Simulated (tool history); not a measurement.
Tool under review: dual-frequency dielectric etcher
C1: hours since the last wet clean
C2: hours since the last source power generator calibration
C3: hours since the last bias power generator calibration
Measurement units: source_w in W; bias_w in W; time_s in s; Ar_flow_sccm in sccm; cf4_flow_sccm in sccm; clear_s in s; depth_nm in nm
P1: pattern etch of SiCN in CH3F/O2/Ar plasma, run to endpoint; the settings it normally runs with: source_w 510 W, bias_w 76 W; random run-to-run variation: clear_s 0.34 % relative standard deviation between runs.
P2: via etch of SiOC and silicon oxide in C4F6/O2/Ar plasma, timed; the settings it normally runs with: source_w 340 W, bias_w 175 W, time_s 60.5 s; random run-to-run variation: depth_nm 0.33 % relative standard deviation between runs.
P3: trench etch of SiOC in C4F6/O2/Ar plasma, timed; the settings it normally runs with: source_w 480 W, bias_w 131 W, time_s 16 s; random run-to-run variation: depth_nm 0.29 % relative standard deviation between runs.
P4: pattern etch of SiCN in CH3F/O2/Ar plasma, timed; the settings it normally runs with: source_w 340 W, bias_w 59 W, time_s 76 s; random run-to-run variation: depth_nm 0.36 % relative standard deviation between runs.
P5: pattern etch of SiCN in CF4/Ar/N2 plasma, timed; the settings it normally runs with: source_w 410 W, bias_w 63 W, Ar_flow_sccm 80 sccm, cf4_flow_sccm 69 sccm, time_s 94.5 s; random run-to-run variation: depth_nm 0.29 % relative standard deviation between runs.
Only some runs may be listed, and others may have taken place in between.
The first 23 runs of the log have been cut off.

Run 24, hour 175.5: process P4, source_w 340 W, bias_w 59 W, time_s 76 s; C1 569.6; C2 45; C3 2090.3. Result: depth_nm 26.022 nm.
Run 25, hour 183.5: process P1, source_w 510 W, bias_w 47 W; C1 577.6; C2 53; C3 2098.3. Result: clear_s 32.327 s.
Run 26, hour 188.2: process P1, source_w 510 W, bias_w 76 W; C1 582.3; C2 57.7; C3 2103. Result: clear_s 27.594 s.
Run 27, hour 196.3: process P2, source_w 340 W, bias_w 175 W, time_s 40 s; C1 590.4; C2 65.8; C3 2111.1. Result: depth_nm 42.535 nm.
Run 28, hour 205.9: process P3, source_w 480 W, bias_w 131 W, time_s 16 s; C1 600; C2 75.4; C3 2120.7. Result: depth_nm 32.681 nm.
Run 29, hour 215.8: process P2, source_w 340 W, bias_w 175 W, time_s 60.5 s; C1 609.9; C2 85.3; C3 2130.6. Result: depth_nm 64.587 nm.
Run 30, hour 225.2: process P5, source_w 410 W, bias_w 81 W, time_s 94.5 s, Ar_flow_sccm 80 sccm, cf4_flow_sccm 69 sccm; C1 619.3; C2 94.7; C3 2140. Result: depth_nm 78.424 nm.
Run 31, hour 230.8: process P4, source_w 340 W, bias_w 42 W, time_s 76 s; C1 624.9; C2 100.3; C3 2145.6. Result: depth_nm 23.23 nm.
Run 32, hour 241: process P1, source_w 510 W, bias_w 76 W; C1 635.1; C2 110.5; C3 2155.8. Result: clear_s 27.569 s.
Run 33, hour 251: process P1, source_w 510 W, bias_w 76 W; C1 645.1; C2 120.5; C3 2165.8. Result: clear_s 27.678 s.

What will run 34 give?
Run 34, hour 259.7: process P1, source_w 510 W, bias_w 76 W; C1 653.8; C2 129.2; C3 2174.5. Result: clear_s ?.

{"run 34": {"clear_s": 27.19}}
